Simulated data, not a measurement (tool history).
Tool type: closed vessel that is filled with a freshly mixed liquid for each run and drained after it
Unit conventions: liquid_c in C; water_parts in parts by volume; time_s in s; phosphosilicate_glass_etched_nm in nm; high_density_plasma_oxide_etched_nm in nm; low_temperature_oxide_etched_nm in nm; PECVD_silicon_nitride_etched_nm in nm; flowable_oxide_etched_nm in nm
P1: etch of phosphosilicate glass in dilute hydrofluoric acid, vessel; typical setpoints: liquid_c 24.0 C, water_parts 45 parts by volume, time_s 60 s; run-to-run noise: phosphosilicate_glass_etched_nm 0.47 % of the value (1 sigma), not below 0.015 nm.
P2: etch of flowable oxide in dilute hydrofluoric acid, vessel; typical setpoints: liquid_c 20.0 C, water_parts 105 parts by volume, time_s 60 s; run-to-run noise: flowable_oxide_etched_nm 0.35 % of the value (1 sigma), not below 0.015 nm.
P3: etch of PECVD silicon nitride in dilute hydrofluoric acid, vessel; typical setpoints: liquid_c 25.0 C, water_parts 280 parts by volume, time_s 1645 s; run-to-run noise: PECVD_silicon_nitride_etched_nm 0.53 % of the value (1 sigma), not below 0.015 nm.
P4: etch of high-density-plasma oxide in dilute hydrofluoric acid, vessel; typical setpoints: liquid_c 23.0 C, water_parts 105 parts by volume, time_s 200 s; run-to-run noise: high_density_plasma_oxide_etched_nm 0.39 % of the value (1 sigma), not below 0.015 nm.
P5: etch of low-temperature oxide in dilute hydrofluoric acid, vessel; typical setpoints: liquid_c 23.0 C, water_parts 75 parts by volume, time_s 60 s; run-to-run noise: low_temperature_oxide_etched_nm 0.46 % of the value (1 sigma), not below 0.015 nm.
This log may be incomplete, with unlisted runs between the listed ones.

run   hour  process  liquid_c  water_parts  time_s  hours since the thermometer was replaced  hours since the hydrofluoric acid flow meter was replaced  phosphosilicate_glass_etched_nm  high_density_plasma_oxide_etched_nm  low_temperature_oxide_etched_nm  PECVD_silicon_nitride_etched_nm  flowable_oxide_etched_nm
  1    8.3       P1      24.0           45      60                                     695.1                                                      247.8                           99.766
  2   18.2       P1      24.0           70      60                                     705.0                                                      257.7                           61.571
  3   24.2       P4      17.0          105     200                                     711.0                                                      263.7                                                                7.4047
  4   34.0       P1      24.0           45      60                                     720.8                                                      273.5                          100.600
  5   42.9       P5      23.0           75      30                                     729.7                                                      282.4                                                                                                 6.7984
  6   53.1       P3      25.0          150    1645                                     739.9                                                      292.6                                                                                                                                  30.525
  7   59.7       P3      25.0          280    2820                                     746.5                                                      299.2                                                                                                                                  27.998
  8   70.0       P2      20.0          105      60                                     756.8                                                      309.5                                                                                                                                                            17.895
  9   81.0       P1      24.0           45      30                                     767.8                                                      320.5                           49.681
 10   88.5       P1      17.5           45      60                                     775.3                                                      328.0                           75.640
 11   99.5       P5      23.0           75      60                                     786.3                                                      339.0                                                                                                13.4870
 12  108.2       P1      20.5           45      30                                     795.0                                                      347.7                           42.863
 13  117.1       P1      24.0           45      60                                     803.9                                                      356.6                           99.227
 14  128.1       P1      24.0           45      95                                     814.9                                                      367.6                          158.000
 15  135.9       P5      28.5           75      60                                     822.7                                                      375.4                                                                                                16.9240
 16  145.6       P2      20.0          105      60                                     832.4                                                      385.1                                                                                                                                                            17.885
 17  151.4       P1      24.0           20      60                                     838.2                                                      390.9                          232.620
 18  163.5       P4      23.0          145     200                                     850.3                                                      403.0                                                                6.5920
     167.8  -- thermometer replaced
 19  170.7       P2      20.0           40      60                                       3.0                                                      410.2                                                                                                                                                            51.103
 20  179.0       P4      23.0          105     200                                      11.3                                                      418.5                                                                9.5028
 21  185.5       P5      23.0           75      60                                      17.8                                                      425.0                                                                                                13.6420
 22  193.3       P3      25.0          280    1645                                      25.6                                                      432.8                                                                                                                                  16.307
 23  199.4       P5      23.0           20      60                                      31.7                                                      438.9                                                                                                54.7420
 24  209.9       P1      24.0           45      60                                      42.2                                                      449.4                          100.360
 25  216.2       P4      23.0          105     350                                      48.5                                                      455.7                                                               16.6430
     221.2  -- hydrofluoric acid flow meter replaced
 26  224.0       P3      18.5          280    1645                                      56.3                                                        2.9                                                                                                                                  10.776
 27  235.3       P1      32.5           45      60                                      67.6                                                       14.2                          138.330
 28  247.3       P2      20.0          105     110                                      79.6                                                       26.2                                                                                                                                                            32.762
 29  253.6       P1      24.0           45      60                                      85.9                                                       32.5                           99.505
 30  265.1       P1      20.5           20      60                                      97.4                                                       44.0                          200.490
 31  270.8       P2      27.5          105      60                                     103.1                                                       49.7                                                                                                                                                            24.060
 32  281.1       P3      25.0          280    1645                                     113.4                                                       60.0                                                                                                                                  16.196
 33  289.6       P1      24.0           45      60                                     121.9                                                       68.5                           99.250
 34  296.3       P1      24.0           45      60                                     128.6                                                       75.2                           99.729
 35  308.7       P1      24.0           45      60                                     141.0                                                       87.6                           99.830
 36  319.9       P1      24.0           45      60                                     152.2                                                       98.8                           96.645
 37  327.3       P1      24.0           45      60                                     159.6                                                      106.2                           95.395
 38  334.0       P1      24.0           45      60                                     166.3                                                      112.9                           94.715
 39  343.6       P1      24.0           45      60                                     175.9                                                      122.5                           93.837
 40  354.4       P1      24.0           45      60                                     186.7                                                      133.3                           93.803
 41  361.3       P1      24.0           45      60                                     193.6                                                      140.2                           92.726
 42  372.9       P1      24.0           45      60                                     205.2                                                      151.8                           92.768
 43  380.1       P1      24.0           45      60                                     212.4                                                      159.0                           92.568

Compared with where it was, what P1 gives has crept away. Each cause listed below fits the log as well as the rest, at the size given for it:
A: hydrofluoric acid flow below the setpoint (%) = 6.34
B: liquid colder than its thermometer reads (K) = 1.67
The drift started at roughly hour 308.7.

Which of the 4 check runs listed below, each an average over 2 wafers with its results shown as question marks, gives clearly different results under the different listed causes?
check 1  387.3       P2      20.0          105      60                                                                                                                                                                                                                                                                      ?
check 2  387.3       P4      23.0          105     200                                                                                                                                                                          ?
check 3  387.3       P5      23.0           75      60                                                                                                                                                                                                           ?
check 4  387.3       P3      25.0          280    1645                                                                                                                                                                                                                                            ?

If the cause were each of the candidates in turn, the checks would give the following:
  check                               result     if A     if B
check 1             flowable_oxide_etched_nm   16.617   16.691
check 2  high_density_plasma_oxide_etched_nm   8.8475   8.9088
check 3      low_temperature_oxide_etched_nm  12.6020  12.6450
check 4      PECVD_silicon_nitride_etched_nm   15.266   14.709
Per-check spread between the two closest causes, in the result where they differ most: check 1 0.45 %; check 2 0.69 %; check 3 0.34 %; check 4 3.72 %
Of the check runs offered, only check 4 discriminates between the causes; the rest would read about the same regardless of which cause applies.

After running check 4, the following was obtained: PECVD_silicon_nitride_etched_nm 14.714 nm. Which cause does this point to?

The correct cause is B, namely: liquid colder than its thermometer reads (K).
